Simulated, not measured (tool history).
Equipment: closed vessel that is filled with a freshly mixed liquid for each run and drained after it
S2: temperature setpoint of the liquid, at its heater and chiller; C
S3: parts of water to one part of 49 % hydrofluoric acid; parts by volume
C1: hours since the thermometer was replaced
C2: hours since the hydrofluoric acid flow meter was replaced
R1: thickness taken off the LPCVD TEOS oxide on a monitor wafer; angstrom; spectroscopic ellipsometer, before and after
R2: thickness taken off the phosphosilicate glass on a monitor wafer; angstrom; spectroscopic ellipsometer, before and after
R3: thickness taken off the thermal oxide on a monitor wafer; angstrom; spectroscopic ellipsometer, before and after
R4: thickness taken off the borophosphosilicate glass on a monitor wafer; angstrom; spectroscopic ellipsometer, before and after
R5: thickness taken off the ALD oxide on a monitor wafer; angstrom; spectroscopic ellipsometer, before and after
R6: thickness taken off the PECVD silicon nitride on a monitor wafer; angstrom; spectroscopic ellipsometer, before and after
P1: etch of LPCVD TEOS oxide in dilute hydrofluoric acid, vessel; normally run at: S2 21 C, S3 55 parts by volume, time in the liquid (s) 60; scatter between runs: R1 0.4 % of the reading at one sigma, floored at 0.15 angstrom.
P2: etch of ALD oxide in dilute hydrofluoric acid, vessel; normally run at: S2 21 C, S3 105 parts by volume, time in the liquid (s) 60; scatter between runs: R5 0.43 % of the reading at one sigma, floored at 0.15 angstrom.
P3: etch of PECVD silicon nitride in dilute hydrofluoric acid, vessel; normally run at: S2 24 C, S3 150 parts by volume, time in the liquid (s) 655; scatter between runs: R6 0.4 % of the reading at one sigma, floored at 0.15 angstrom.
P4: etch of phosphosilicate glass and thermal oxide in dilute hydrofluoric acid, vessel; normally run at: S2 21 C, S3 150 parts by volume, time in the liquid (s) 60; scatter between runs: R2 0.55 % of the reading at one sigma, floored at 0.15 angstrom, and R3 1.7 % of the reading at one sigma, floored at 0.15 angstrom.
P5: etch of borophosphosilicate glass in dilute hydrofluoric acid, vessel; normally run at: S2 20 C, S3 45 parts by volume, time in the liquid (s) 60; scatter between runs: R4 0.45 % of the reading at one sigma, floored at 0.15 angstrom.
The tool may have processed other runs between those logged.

Run 1, hour 3.3: process that ran P1, S2 21 C, S3 55 parts by volume, time in the liquid (s) 60; C1 304.1; C2 552. Result: R1 282.43 angstrom.
Run 2, hour 7.1: process that ran P1, S2 21 C, S3 100 parts by volume, time in the liquid (s) 60; C1 307.9; C2 555.8. Result: R1 146.8 angstrom.
Run 3, hour 9.4: process that ran P1, S2 21 C, S3 55 parts by volume, time in the liquid (s) 95; C1 310.2; C2 558.1. Result: R1 446.61 angstrom.
Run 4, hour 11.7: process that ran P4, S2 21 C, S3 150 parts by volume, time in the liquid (s) 30; C1 312.5; C2 560.4. Result: R2 263.9 angstrom, R3 7.4404 angstrom.
Run 5, hour 14.6: process that ran P1, S2 21 C, S3 100 parts by volume, time in the liquid (s) 100; C1 315.4; C2 563.3. Result: R1 247.34 angstrom.
Run 6, hour 16.6: process that ran P1, S2 21 C, S3 55 parts by volume, time in the liquid (s) 60; C1 317.4; C2 565.3. Result: R1 284.83 angstrom.
Run 7, hour 20.2: process that ran P1, S2 29.5 C, S3 55 parts by volume, time in the liquid (s) 60; C1 321; C2 568.9. Result: R1 398.11 angstrom.
At hour 23.3: thermometer replaced.
Run 8, hour 23.8: process that ran P5, S2 20 C, S3 45 parts by volume, time in the liquid (s) 60; C1 0.5; C2 572.5. Result: R4 699.11 angstrom.
Run 9, hour 25.8: process that ran P5, S2 20 C, S3 65 parts by volume, time in the liquid (s) 60; C1 2.5; C2 574.5. Result: R4 471.31 angstrom.
Run 10, hour 28.5: process that ran P2, S2 21 C, S3 105 parts by volume, time in the liquid (s) 60; C1 5.2; C2 577.2. Result: R5 119.69 angstrom.
Run 11, hour 32.8: process that ran P1, S2 25.5 C, S3 55 parts by volume, time in the liquid (s) 30; C1 9.5; C2 581.5. Result: R1 170.78 angstrom.
Run 12, hour 36.7: process that ran P4, S2 21 C, S3 150 parts by volume, time in the liquid (s) 60; C1 13.4; C2 585.4. Result: R2 532.65 angstrom, R3 15.303 angstrom.
Run 13, hour 41.1: process that ran P1, S2 17 C, S3 55 parts by volume, time in the liquid (s) 60; C1 17.8; C2 589.8. Result: R1 238.07 angstrom.
Run 14, hour 44.3: process that ran P1, S2 21 C, S3 55 parts by volume, time in the liquid (s) 60; C1 21; C2 593. Result: R1 281.49 angstrom.
Run 15, hour 46.9: process that ran P4, S2 21 C, S3 90 parts by volume, time in the liquid (s) 60; C1 23.6; C2 595.6. Result: R2 948.15 angstrom, R3 26.904 angstrom.
Run 16, hour 50.3: process that ran P3, S2 24 C, S3 220 parts by volume, time in the liquid (s) 655; C1 27; C2 599. Result: R6 65.778 angstrom.
Run 17, hour 54.4: process that ran P1, S2 21 C, S3 55 parts by volume, time in the liquid (s) 60; C1 31.1; C2 603.1. Result: R1 282.99 angstrom.
Run 18, hour 57.2: process that ran P1, S2 21 C, S3 55 parts by volume, time in the liquid (s) 60; C1 33.9; C2 605.9. Result: R1 283.09 angstrom.
Run 19, hour 61.5: process that ran P5, S2 20 C, S3 45 parts by volume, time in the liquid (s) 30; C1 38.2; C2 610.2. Result: R4 351.98 angstrom.
Run 20, hour 64.5: process that ran P3, S2 24 C, S3 150 parts by volume, time in the liquid (s) 655; C1 41.2; C2 613.2. Result: R6 95.935 angstrom.
Run 21, hour 68.2: process that ran P4, S2 27 C, S3 150 parts by volume, time in the liquid (s) 60; C1 44.9; C2 616.9. Result: R2 668.34 angstrom, R3 19.264 angstrom.
Run 22, hour 71.9: process that ran P1, S2 21 C, S3 20 parts by volume, time in the liquid (s) 60; C1 48.6; C2 620.6. Result: R1 817.38 angstrom.
Run 23, hour 75: process that ran P1, S2 21 C, S3 55 parts by volume, time in the liquid (s) 30; C1 51.7; C2 623.7. Result: R1 142.17 angstrom.
Run 24, hour 78: process that ran P2, S2 21 C, S3 105 parts by volume, time in the liquid (s) 95; C1 54.7; C2 626.7. Result: R5 187.6 angstrom.
Run 25, hour 81.9: process that ran P3, S2 24 C, S3 150 parts by volume, time in the liquid (s) 355; C1 58.6; C2 630.6. Result: R6 52.136 angstrom.
Run 26, hour 85.9: process that ran P1, S2 24.5 C, S3 55 parts by volume, time in the liquid (s) 95; C1 62.6; C2 634.6. Result: R1 519.9 angstrom.

Forecast run 27:
Run 27, hour 89.9: process that ran P2, S2 17 C, S3 105 parts by volume, time in the liquid (s) 60; C1 66.6; C2 638.6. Result: R5 ?.

{"run 27": {"R5": 101.31}}
